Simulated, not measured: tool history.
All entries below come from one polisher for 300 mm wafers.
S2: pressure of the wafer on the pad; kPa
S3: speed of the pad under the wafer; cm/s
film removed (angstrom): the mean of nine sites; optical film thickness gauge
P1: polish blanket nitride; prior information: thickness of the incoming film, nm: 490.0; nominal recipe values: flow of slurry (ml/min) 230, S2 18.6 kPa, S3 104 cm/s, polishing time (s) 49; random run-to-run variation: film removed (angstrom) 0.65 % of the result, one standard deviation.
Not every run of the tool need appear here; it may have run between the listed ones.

{"run": 1, "day": 0.2, "flow of slurry (ml/min)": 230, "S2": 18.6, "S3": 104, "polishing time (s)": 49, "film removed (angstrom)": 684.61}
{"run": 2, "day": 0.442, "flow of slurry (ml/min)": 230, "S2": 13.1, "S3": 152, "polishing time (s)": 49, "film removed (angstrom)": 654.37}
{"run": 3, "day": 0.854, "flow of slurry (ml/min)": 230, "S2": 24.1, "S3": 104, "polishing time (s)": 49, "film removed (angstrom)": 895.96}
{"run": 4, "day": 1.121, "flow of slurry (ml/min)": 230, "S2": 18.6, "S3": 104, "polishing time (s)": 76, "film removed (angstrom)": 1062.7}
{"run": 5, "day": 1.412, "flow of slurry (ml/min)": 230, "S2": 18.6, "S3": 104, "polishing time (s)": 49, "film removed (angstrom)": 681.68}
{"run": 6, "day": 1.638, "flow of slurry (ml/min)": 230, "S2": 18.6, "S3": 158, "polishing time (s)": 49, "film removed (angstrom)": 958.38}
{"run": 7, "day": 1.962, "flow of slurry (ml/min)": 230, "S2": 18.6, "S3": 104, "polishing time (s)": 49, "film removed (angstrom)": 677.74}
{"run": 8, "day": 2.179, "flow of slurry (ml/min)": 230, "S2": 18.6, "S3": 104, "polishing time (s)": 30, "film removed (angstrom)": 423.22}
{"run": 9, "day": 2.404, "flow of slurry (ml/min)": 310, "S2": 18.6, "S3": 80, "polishing time (s)": 49, "film removed (angstrom)": 574.56}
{"run": 10, "day": 2.788, "flow of slurry (ml/min)": 230, "S2": 18.6, "S3": 104, "polishing time (s)": 49, "film removed (angstrom)": 690.92}
{"run": 11, "day": 2.983, "flow of slurry (ml/min)": 230, "S2": 18.6, "S3": 104, "polishing time (s)": 49, "film removed (angstrom)": 682.82}
{"run": 12, "day": 3.167, "flow of slurry (ml/min)": 230, "S2": 18.6, "S3": 104, "polishing time (s)": 49, "film removed (angstrom)": 684.08}
{"run": 13, "day": 3.567, "flow of slurry (ml/min)": 170, "S2": 18.6, "S3": 104, "polishing time (s)": 49, "film removed (angstrom)": 661.91}
{"day": 3.75, "done": "slurry nozzle cleaned"}
{"run": 14, "day": 3.796, "flow of slurry (ml/min)": 230, "S2": 18.6, "S3": 46, "polishing time (s)": 49, "film removed (angstrom)": 358.78}
{"run": 15, "day": 4.067, "flow of slurry (ml/min)": 230, "S2": 10.3, "S3": 104, "polishing time (s)": 49, "film removed (angstrom)": 382.08}

Run 16, settings as shown, results not yet in. Your forecast:
{"run": 16, "day": 4.45, "flow of slurry (ml/min)": 360, "S2": 18.6, "S3": 104, "polishing time (s)": 49, "film removed (angstrom)": "?"}

{"run 16": {"film removed (angstrom)": 715.58}}
